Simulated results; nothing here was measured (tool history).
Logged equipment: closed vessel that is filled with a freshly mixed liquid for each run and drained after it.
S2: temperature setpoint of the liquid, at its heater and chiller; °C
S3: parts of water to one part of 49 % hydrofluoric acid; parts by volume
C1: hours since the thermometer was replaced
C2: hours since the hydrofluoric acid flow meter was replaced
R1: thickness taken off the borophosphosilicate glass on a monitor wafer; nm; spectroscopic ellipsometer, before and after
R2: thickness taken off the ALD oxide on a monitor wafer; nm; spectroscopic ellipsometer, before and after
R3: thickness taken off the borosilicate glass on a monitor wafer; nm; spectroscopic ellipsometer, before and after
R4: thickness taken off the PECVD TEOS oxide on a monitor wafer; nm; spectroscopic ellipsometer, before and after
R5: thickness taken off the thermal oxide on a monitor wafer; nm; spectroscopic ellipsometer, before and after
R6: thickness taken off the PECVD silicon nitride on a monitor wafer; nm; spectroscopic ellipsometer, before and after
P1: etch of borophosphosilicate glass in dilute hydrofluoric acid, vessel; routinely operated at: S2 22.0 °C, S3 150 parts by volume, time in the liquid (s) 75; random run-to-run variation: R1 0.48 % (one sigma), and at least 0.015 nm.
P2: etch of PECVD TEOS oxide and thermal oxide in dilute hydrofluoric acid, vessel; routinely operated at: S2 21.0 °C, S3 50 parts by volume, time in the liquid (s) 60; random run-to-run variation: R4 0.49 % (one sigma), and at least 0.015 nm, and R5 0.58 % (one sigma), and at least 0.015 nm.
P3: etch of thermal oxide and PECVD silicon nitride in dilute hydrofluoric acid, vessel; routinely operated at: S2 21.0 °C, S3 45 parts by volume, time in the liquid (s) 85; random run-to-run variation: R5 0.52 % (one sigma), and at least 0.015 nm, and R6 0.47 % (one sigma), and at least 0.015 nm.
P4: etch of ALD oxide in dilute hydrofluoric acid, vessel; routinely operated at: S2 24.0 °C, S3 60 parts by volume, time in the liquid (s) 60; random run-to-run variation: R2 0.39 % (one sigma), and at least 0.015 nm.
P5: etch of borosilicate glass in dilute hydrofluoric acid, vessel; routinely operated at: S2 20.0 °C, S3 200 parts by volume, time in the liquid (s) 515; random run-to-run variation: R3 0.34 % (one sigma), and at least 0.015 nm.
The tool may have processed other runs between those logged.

run 1 hour=9.0 | process_that_ran=P1 S2=22.0 S3=150 time_in_the_liquid_(s)=75 | C1=975.3 C2=132.0 | R1=19.226
run 2 hour=14.3 | process_that_ran=P4 S2=24.0 S3=90 time_in_the_liquid_(s)=60 | C1=980.6 C2=137.3 | R2=20.438
run 3 hour=22.1 | process_that_ran=P1 S2=22.0 S3=225 time_in_the_liquid_(s)=75 | C1=988.4 C2=145.1 | R1=11.956
run 4 hour=27.7 | process_that_ran=P5 S2=17.0 S3=200 time_in_the_liquid_(s)=515 | C1=994.0 C2=150.7 | R3=46.5680
run 5 hour=33.6 | process_that_ran=P1 S2=22.0 S3=150 time_in_the_liquid_(s)=40 | C1=999.9 C2=156.6 | R1=10.345
run 6 hour=42.4 | process_that_ran=P2 S2=21.0 S3=50 time_in_the_liquid_(s)=30 | C1=1008.7 C2=165.4 | R4=12.886 R5=2.7749
run 7 hour=51.2 | process_that_ran=P1 S2=22.0 S3=150 time_in_the_liquid_(s)=75 | C1=1017.5 C2=174.2 | R1=19.346
run 8 hour=57.8 | process_that_ran=P1 S2=29.0 S3=260 time_in_the_liquid_(s)=75 | C1=1024.1 C2=180.8 | R1=12.688
run 9 hour=67.2 | process_that_ran=P1 S2=22.0 S3=45 time_in_the_liquid_(s)=75 | C1=1033.5 C2=190.2 | R1=73.114
run 10 hour=75.3 | process_that_ran=P5 S2=20.0 S3=200 time_in_the_liquid_(s)=515 | C1=1041.6 C2=198.3 | R3=52.4080
run 11 hour=81.6 | process_that_ran=P2 S2=21.0 S3=90 time_in_the_liquid_(s)=60 | C1=1047.9 C2=204.6 | R4=13.576 R5=2.8938
run 12 hour=87.9 | process_that_ran=P3 S2=21.0 S3=45 time_in_the_liquid_(s)=85 | C1=1054.2 C2=210.9 | R5=8.6884 R6=8.8201
run 13 hour=94.6 | process_that_ran=P3 S2=21.0 S3=75 time_in_the_liquid_(s)=85 | C1=1060.9 C2=217.6 | R5=5.0648 R6=5.3960
run 14 hour=104.3 | process_that_ran=P4 S2=24.0 S3=60 time_in_the_liquid_(s)=30 | C1=1070.6 C2=227.3 | R2=15.741
run 15 hour=109.7 | process_that_ran=P1 S2=28.0 S3=150 time_in_the_liquid_(s)=75 | C1=1076.0 C2=232.7 | R1=24.473
run 16 hour=120.0 | process_that_ran=P5 S2=20.0 S3=75 time_in_the_liquid_(s)=515 | C1=1086.3 C2=243.0 | R3=159.4400
run 17 hour=129.3 | process_that_ran=P2 S2=21.0 S3=50 time_in_the_liquid_(s)=60 | C1=1095.6 C2=252.3 | R4=25.797 R5=5.4932
run 18 hour=138.0 | process_that_ran=P1 S2=22.0 S3=150 time_in_the_liquid_(s)=75 | C1=1104.3 C2=261.0 | R1=19.336
run 19 hour=147.3 | process_that_ran=P2 S2=21.0 S3=50 time_in_the_liquid_(s)=60 | C1=1113.6 C2=270.3 | R4=25.638 R5=5.5158
run 20 hour=154.2 | process_that_ran=P1 S2=22.0 S3=150 time_in_the_liquid_(s)=75 | C1=1120.5 C2=277.2 | R1=19.345
run 21 hour=164.4 | process_that_ran=P2 S2=17.0 S3=50 time_in_the_liquid_(s)=60 | C1=1130.7 C2=287.4 | R4=21.714 R5=4.6199
run 22 hour=170.7 | process_that_ran=P1 S2=17.0 S3=150 time_in_the_liquid_(s)=75 | C1=1137.0 C2=293.7 | R1=15.771
run 23 hour=179.4 | process_that_ran=P3 S2=21.0 S3=45 time_in_the_liquid_(s)=160 | C1=1145.7 C2=302.4 | R5=16.5040 R6=16.6440
run 24 hour=184.2 | process_that_ran=P5 S2=20.0 S3=200 time_in_the_liquid_(s)=85 | C1=1150.5 C2=307.2 | R3=8.6021
run 25 hour=191.8 | process_that_ran=P1 S2=22.0 S3=150 time_in_the_liquid_(s)=75 | C1=1158.1 C2=314.8 | R1=19.266
run 26 hour=197.3 | process_that_ran=P3 S2=17.0 S3=45 time_in_the_liquid_(s)=85 | C1=1163.6 C2=320.3 | R5=7.3764 R6=6.6936
run 27 hour=205.3 | process_that_ran=P1 S2=22.0 S3=150 time_in_the_liquid_(s)=75 | C1=1171.6 C2=328.3 | R1=19.185
run 28 hour=212.9 | process_that_ran=P4 S2=24.0 S3=60 time_in_the_liquid_(s)=60 | C1=1179.2 C2=335.9 | R2=31.382
run 29 hour=219.8 | process_that_ran=P4 S2=30.5 S3=60 time_in_the_liquid_(s)=60 | C1=1186.1 C2=342.8 | R2=40.780
run 30 hour=224.4 | process_that_ran=P1 S2=22.0 S3=150 time_in_the_liquid_(s)=145 | C1=1190.7 C2=347.4 | R1=37.221
run 31 hour=233.3 | process_that_ran=P1 S2=22.0 S3=150 time_in_the_liquid_(s)=75 | C1=1199.6 C2=356.3 | R1=19.274
run 32 hour=241.3 | process_that_ran=P1 S2=22.0 S3=150 time_in_the_liquid_(s)=75 | C1=1207.6 C2=364.3 | R1=19.222
run 33 hour=251.8 | process_that_ran=P1 S2=22.0 S3=150 time_in_the_liquid_(s)=75 | C1=1218.1 C2=374.8 | R1=18.541
run 34 hour=257.8 | process_that_ran=P1 S2=22.0 S3=150 time_in_the_liquid_(s)=75 | C1=1224.1 C2=380.8 | R1=18.415
run 35 hour=264.4 | process_that_ran=P1 S2=22.0 S3=150 time_in_the_liquid_(s)=75 | C1=1230.7 C2=387.4 | R1=18.212
run 36 hour=271.6 | process_that_ran=P1 S2=22.0 S3=150 time_in_the_liquid_(s)=75 | C1=1237.9 C2=394.6 | R1=18.301
run 37 hour=277.9 | process_that_ran=P1 S2=22.0 S3=150 time_in_the_liquid_(s)=75 | C1=1244.2 C2=400.9 | R1=18.197
run 38 hour=284.0 | process_that_ran=P1 S2=22.0 S3=150 time_in_the_liquid_(s)=75 | C1=1250.3 C2=407.0 | R1=18.193

P1 no longer gives what it gave before; its output has crept away from where it was. The following 2 causes, each at its listed size, fit the log equally well:
A: hydrofluoric acid flow below the setpoint (%) = 5.14
B: liquid colder than its thermometer reads (K) = 1.57
The onset of the drift is placed at about hour 241.3.

Below are 4 check runs, each on a single wafer, with their results shown as question marks. Which of them would tell the listed causes apart, meaning the causes would give clearly different results under it?
run check 1 hour=290.1 | process_that_ran=P4 S2=24.0 S3=80 time_in_the_liquid_(s)=60 | R2=?
run check 2 hour=290.1 | process_that_ran=P2 S2=17.5 S3=50 time_in_the_liquid_(s)=35 | R4=? R5=?
run check 3 hour=290.1 | process_that_ran=P3 S2=21.0 S3=70 time_in_the_liquid_(s)=155 | R5=? R6=?
run check 4 hour=290.1 | process_that_ran=P5 S2=17.0 S3=140 time_in_the_liquid_(s)=515 | R3=?

Outcome of each check run for each possible cause:
check=check_1 result=R2 if_A=21.753 if_B=21.636
check=check_2 result=R4 if_A=12.230 if_B=12.077
check=check_2 result=R5 if_A=2.6025 if_B=2.5699
check=check_3 result=R5 if_A=9.3926 if_B=9.3140
check=check_3 result=R6 if_A=10.0020 if_B=9.4527
check=check_4 result=R3 if_A=66.0850 if_B=65.7550
Separation of the two closest causes in each check, using whichever result separates them best: check 1 0.54 %; check 2 1.26 %; check 3 5.64 %; check 4 0.5 %
Check 3 tells the causes apart: in the others they would give nearly the same result.

Check 3 has now been run. It gave: R5 9.4982 nm; R6 9.9978 nm. Which of the candidate causes is it?

Of the candidate causes, it is A: hydrofluoric acid flow below the setpoint (%).
